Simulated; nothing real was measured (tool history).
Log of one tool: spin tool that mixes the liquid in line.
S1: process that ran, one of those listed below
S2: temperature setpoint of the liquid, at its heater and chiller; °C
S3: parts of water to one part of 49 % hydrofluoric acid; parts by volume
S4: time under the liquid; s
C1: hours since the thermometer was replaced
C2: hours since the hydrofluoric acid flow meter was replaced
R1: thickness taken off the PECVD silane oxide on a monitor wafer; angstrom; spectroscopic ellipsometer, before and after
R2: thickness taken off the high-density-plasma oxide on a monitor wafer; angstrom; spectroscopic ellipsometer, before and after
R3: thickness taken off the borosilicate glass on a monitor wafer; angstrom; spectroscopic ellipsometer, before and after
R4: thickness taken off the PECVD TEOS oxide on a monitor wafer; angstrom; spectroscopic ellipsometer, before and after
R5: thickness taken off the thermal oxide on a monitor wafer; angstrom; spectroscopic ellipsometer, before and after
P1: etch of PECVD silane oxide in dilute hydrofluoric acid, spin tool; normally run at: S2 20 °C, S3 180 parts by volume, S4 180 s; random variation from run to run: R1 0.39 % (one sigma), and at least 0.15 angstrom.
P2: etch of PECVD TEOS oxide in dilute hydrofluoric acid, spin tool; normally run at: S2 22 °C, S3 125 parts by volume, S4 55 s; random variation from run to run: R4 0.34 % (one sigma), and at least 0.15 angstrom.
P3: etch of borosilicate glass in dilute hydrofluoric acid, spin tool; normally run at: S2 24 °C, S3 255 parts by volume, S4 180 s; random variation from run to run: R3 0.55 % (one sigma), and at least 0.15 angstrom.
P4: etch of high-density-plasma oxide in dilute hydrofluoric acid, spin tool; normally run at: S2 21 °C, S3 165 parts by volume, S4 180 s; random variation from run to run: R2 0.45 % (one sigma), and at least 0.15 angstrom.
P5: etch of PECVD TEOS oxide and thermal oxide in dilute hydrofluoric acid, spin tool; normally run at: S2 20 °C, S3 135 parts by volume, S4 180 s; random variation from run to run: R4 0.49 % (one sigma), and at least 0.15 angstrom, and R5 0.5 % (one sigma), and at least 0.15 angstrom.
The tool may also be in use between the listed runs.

run,hour,S1,S2,S3,S4,C1,C2,R1,R2,R3,R4,R5
1,8.4,P1,20,180,180,752.9,366.3,118.18,,,,
2,20.3,P4,21,260,180,764.8,378.2,,51.206,,,
3,29.9,P1,20,180,85,774.4,387.8,56.385,,,,
4,37,P1,20,180,180,781.5,394.9,118.13,,,,
5,42.4,P1,20,180,180,786.9,400.3,118.06,,,,
6,53.7,P3,24,255,180,798.2,411.6,,,214.49,,
7,59.8,P4,21,165,180,804.3,417.7,,88.535,,,
8,67.3,P5,20,135,180,811.8,425.2,,,,195.29,52.246
9,77.4,P3,24,255,310,821.9,435.3,,,366.63,,
10,83.7,P5,28,135,180,828.2,441.6,,,,264.58,70.768
11,90.7,P1,27,180,180,835.2,448.6,155.09,,,,
12,99.9,P2,22,125,55,844.4,457.8,,,,66.462,
13,106,P2,22,125,15,850.5,463.9,,,,18.263,
14,117.2,P1,17,180,180,861.7,475.1,105.61,,,,
15,124.7,P4,17,165,180,869.2,482.6,,75.106,,,
16,136.8,P1,20,180,180,881.3,494.7,118.41,,,,
17,144.6,P3,24,255,180,889.1,502.5,,,212.34,,
18,156.2,P5,20,205,180,900.7,514.1,,,,120.02,31.997
19,163.2,P2,29,125,55,907.7,521.1,,,,87.531,
20,173.7,P5,20,135,330,918.2,531.6,,,,361.13,95.44
21,180.9,P3,24,465,180,925.4,538.8,,,95.564,,
22,189.2,P4,21,165,25,933.7,547.1,,12.1,,,
23,198.7,P5,20,135,180,943.2,556.6,,,,196.25,52.724
24,204,P1,20,180,180,948.5,561.9,118.22,,,,
25,213.7,P1,20,75,180,958.2,571.6,316.98,,,,
26,222.5,P3,30.5,255,180,967,580.4,,,266.46,,
27,231.9,P1,17,180,20,976.4,589.8,11.733,,,,
28,243.1,P1,20,180,310,987.6,601,203.76,,,,
29,252.7,P1,20,305,180,997.2,610.6,61.922,,,,
30,261.1,P2,22,60,55,1005.6,619,,,,150.21,
31,268.5,P1,20,180,180,1013,626.4,118.4,,,,
32,276,P1,20,180,180,1020.5,633.9,121.41,,,,
33,283.1,P1,20,180,180,1027.6,641,124.45,,,,
34,293.9,P1,20,180,180,1038.4,651.8,125.09,,,,
35,303.4,P1,20,180,180,1047.9,661.3,126.18,,,,
36,312,P1,20,180,180,1056.5,669.9,127.06,,,,
37,322.1,P1,20,180,180,1066.6,680,127.11,,,,
38,330.6,P1,20,180,180,1075.1,688.5,127.6,,,,

What P1 gives has crept away from where it was. These 2 causes fit the log equally well, each at the size given:
A: liquid hotter than its thermometer reads (K) = 1.82
B: hydrofluoric acid flow above the setpoint (%) = 6.14
The creep began at about hour 268.5.

4 check runs are offered, each on 2 wafers whose results are averaged, their results left as question marks. Which one tells the causes apart?
check 1,339.1,P4,17,250,180,,,,?,,,
check 2,339.1,P3,30.5,460,180,,,,,?,,
check 3,339.1,P5,20,135,255,,,,,,?,?
check 4,339.1,P2,28.5,80,55,,,,,,?,

What each check would give under each cause:
check,result,if A,if B
check 1,R2,49.161,49.275
check 2,R3,125.67,129.9
check 3,R4,296.23,294.89
check 3,R5,79.789,79.428
check 4,R4,152.27,151.72
How far apart the two closest causes lie, in the result that separates them most: check 1 0.23 %; check 2 3.32 %; check 3 0.45 %; check 4 0.36 %
Only check 2 tells the causes apart: in the others they would give nearly the same result.

Check 2 was then run and gave: R3 125.05 angstrom. Which cause is it?

It is A: liquid hotter than its thermometer reads (K).
